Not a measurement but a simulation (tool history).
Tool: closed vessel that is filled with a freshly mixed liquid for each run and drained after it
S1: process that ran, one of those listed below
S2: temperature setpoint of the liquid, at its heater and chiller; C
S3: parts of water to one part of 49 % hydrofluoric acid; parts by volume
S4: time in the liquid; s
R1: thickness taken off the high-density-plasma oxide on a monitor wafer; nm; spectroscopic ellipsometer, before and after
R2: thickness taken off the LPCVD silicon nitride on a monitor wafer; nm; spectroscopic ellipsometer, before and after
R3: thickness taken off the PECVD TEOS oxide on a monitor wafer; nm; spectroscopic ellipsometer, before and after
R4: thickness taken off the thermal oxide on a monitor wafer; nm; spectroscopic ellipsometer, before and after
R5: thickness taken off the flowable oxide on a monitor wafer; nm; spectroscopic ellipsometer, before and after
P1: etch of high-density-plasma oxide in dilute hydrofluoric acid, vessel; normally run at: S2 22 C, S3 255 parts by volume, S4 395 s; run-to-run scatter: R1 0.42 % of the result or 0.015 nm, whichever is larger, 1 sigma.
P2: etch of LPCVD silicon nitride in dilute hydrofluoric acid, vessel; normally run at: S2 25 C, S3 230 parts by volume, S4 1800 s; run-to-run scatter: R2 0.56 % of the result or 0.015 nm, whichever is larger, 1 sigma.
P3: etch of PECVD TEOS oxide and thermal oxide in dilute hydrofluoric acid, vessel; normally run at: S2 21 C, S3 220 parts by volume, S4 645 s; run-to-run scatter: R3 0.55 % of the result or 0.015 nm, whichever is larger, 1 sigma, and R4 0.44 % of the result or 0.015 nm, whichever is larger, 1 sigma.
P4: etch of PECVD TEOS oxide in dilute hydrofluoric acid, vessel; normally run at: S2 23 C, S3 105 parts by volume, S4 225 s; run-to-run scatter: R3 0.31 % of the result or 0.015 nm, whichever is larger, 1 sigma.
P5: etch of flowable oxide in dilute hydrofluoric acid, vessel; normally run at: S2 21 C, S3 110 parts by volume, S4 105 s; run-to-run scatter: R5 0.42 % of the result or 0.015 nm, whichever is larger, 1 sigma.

{"run": 1, "hour": 12.9, "S1": "P1", "S2": 22, "S3": 255, "S4": 395, "R1": 10.538}
{"run": 2, "hour": 23.4, "S1": "P2", "S2": 25, "S3": 230, "S4": 1800, "R2": 4.4829}
{"run": 3, "hour": 37.3, "S1": "P1", "S2": 22, "S3": 425, "S4": 395, "R1": 5.4558}
{"run": 4, "hour": 49.1, "S1": "P1", "S2": 27.5, "S3": 255, "S4": 395, "R1": 12.851}
{"run": 5, "hour": 63.7, "S1": "P3", "S2": 21, "S3": 220, "S4": 260, "R3": 11.127, "R4": 4.2397}
{"run": 6, "hour": 73.7, "S1": "P3", "S2": 21, "S3": 350, "S4": 645, "R3": 15.347, "R4": 5.8313}
{"run": 7, "hour": 86.1, "S1": "P1", "S2": 22, "S3": 255, "S4": 395, "R1": 10.587}
{"run": 8, "hour": 97.9, "S1": "P2", "S2": 25, "S3": 230, "S4": 2910, "R2": 7.1758}
{"hour": 104.9, "done": "hydrofluoric acid flow meter replaced"}
{"run": 9, "hour": 112.4, "S1": "P1", "S2": 17, "S3": 255, "S4": 395, "R1": 8.7986}
{"run": 10, "hour": 121.8, "S1": "P1", "S2": 28, "S3": 145, "S4": 395, "R1": 26.343}
{"run": 11, "hour": 137.5, "S1": "P1", "S2": 22, "S3": 255, "S4": 180, "R1": 4.8568}
{"run": 12, "hour": 146.2, "S1": "P3", "S2": 29.5, "S3": 220, "S4": 645, "R3": 36.867, "R4": 14.224}
{"run": 13, "hour": 154.2, "S1": "P5", "S2": 21, "S3": 110, "S4": 105, "R5": 37.252}
{"run": 14, "hour": 164.1, "S1": "P1", "S2": 17, "S3": 255, "S4": 165, "R1": 3.6753}
{"run": 15, "hour": 172.1, "S1": "P5", "S2": 25.5, "S3": 110, "S4": 105, "R5": 44.278}
{"run": 16, "hour": 184.3, "S1": "P1", "S2": 22, "S3": 255, "S4": 650, "R1": 17.327}
{"run": 17, "hour": 196.9, "S1": "P4", "S2": 23, "S3": 105, "S4": 110, "R3": 13.861}
{"run": 18, "hour": 206.6, "S1": "P1", "S2": 22, "S3": 85, "S4": 395, "R1": 38.083}
{"run": 19, "hour": 220.3, "S1": "P1", "S2": 22, "S3": 255, "S4": 395, "R1": 10.591}
{"run": 20, "hour": 231.0, "S1": "P4", "S2": 31, "S3": 105, "S4": 225, "R3": 38.778}
{"run": 21, "hour": 249.3, "S1": "P3", "S2": 21, "S3": 220, "S4": 645, "R3": 27.38, "R4": 10.455}
{"run": 22, "hour": 259.2, "S1": "P1", "S2": 22, "S3": 255, "S4": 395, "R1": 10.571}
{"run": 23, "hour": 272.5, "S1": "P2", "S2": 32, "S3": 230, "S4": 1800, "R2": 6.8671}
{"run": 24, "hour": 289.0, "S1": "P2", "S2": 25, "S3": 230, "S4": 1800, "R2": 4.4918}
{"run": 25, "hour": 304.2, "S1": "P1", "S2": 22, "S3": 255, "S4": 395, "R1": 10.595}
{"run": 26, "hour": 312.3, "S1": "P1", "S2": 29, "S3": 255, "S4": 30, "R1": 1.0355}
{"run": 27, "hour": 326.5, "S1": "P5", "S2": 21, "S3": 110, "S4": 175, "R5": 61.8}
{"run": 28, "hour": 342.4, "S1": "P4", "S2": 23, "S3": 105, "S4": 225, "R3": 28.397}
{"run": 29, "hour": 354.7, "S1": "P4", "S2": 23, "S3": 185, "S4": 225, "R3": 14.725}
{"run": 30, "hour": 369.6, "S1": "P5", "S2": 21, "S3": 180, "S4": 105, "R5": 21.247}
{"run": 31, "hour": 387.7, "S1": "P2", "S2": 25, "S3": 320, "S4": 1800, "R2": 3.2271}
{"run": 32, "hour": 400.2, "S1": "P3", "S2": 21, "S3": 220, "S4": 645, "R3": 27.562, "R4": 10.551}
{"run": 33, "hour": 408.7, "S1": "P1", "S2": 22, "S3": 255, "S4": 395, "R1": 10.591}
{"run": 34, "hour": 424.7, "S1": "P1", "S2": 22, "S3": 255, "S4": 395, "R1": 10.985}
{"run": 35, "hour": 437.1, "S1": "P1", "S2": 22, "S3": 255, "S4": 395, "R1": 11.103}
{"run": 36, "hour": 446.2, "S1": "P1", "S2": 22, "S3": 255, "S4": 395, "R1": 11.243}
{"run": 37, "hour": 460.0, "S1": "P1", "S2": 22, "S3": 255, "S4": 395, "R1": 11.316}
{"run": 38, "hour": 476.9, "S1": "P1", "S2": 22, "S3": 255, "S4": 395, "R1": 11.359}
{"run": 39, "hour": 493.7, "S1": "P1", "S2": 22, "S3": 255, "S4": 395, "R1": 11.366}

What P1 gives has crept away from where it was. These 2 causes fit the log equally well, each at the size given:
A: liquid hotter than its thermometer reads (K) = 2
B: hydrofluoric acid flow above the setpoint (%) = 5.96
The creep began at about hour 408.7.

4 check runs are offered, one wafer each, their results left as question marks. Which one tells the causes apart?
{"run": "check 1", "hour": 510.5, "S1": "P5", "S2": 24, "S3": 175, "S4": 105, "R5": "?"}
{"run": "check 2", "hour": 510.5, "S1": "P4", "S2": 28.5, "S3": 170, "S4": 225, "R3": "?"}
{"run": "check 3", "hour": 510.5, "S1": "P2", "S2": 28, "S3": 230, "S4": 1800, "R2": "?"}
{"run": "check 4", "hour": 510.5, "S1": "P3", "S2": 21, "S3": 220, "S4": 325, "R3": "?", "R4": "?"}

What each check would give under each cause:
check=check_1 result=R5 if_A=26.31 if_B=26.165
check=check_2 result=R3 if_A=21.457 if_B=21.427
check=check_3 result=R2 if_A=6.066 if_B=5.7089
check=check_4 result=R3 if_A=14.9 if_B=14.833
check=check_4 result=R4 if_A=5.6909 if_B=5.6652
How far apart the two closest causes lie, in the result that separates them most: check 1 0.55 %; check 2 0.14 %; check 3 6.07 %; check 4 0.45 %
Check 3 tells the causes apart: in the others they would give nearly the same result.

Check 3 was then run and gave: R2 5.6946 nm. Which cause is it?

It is B: hydrofluoric acid flow above the setpoint (%).

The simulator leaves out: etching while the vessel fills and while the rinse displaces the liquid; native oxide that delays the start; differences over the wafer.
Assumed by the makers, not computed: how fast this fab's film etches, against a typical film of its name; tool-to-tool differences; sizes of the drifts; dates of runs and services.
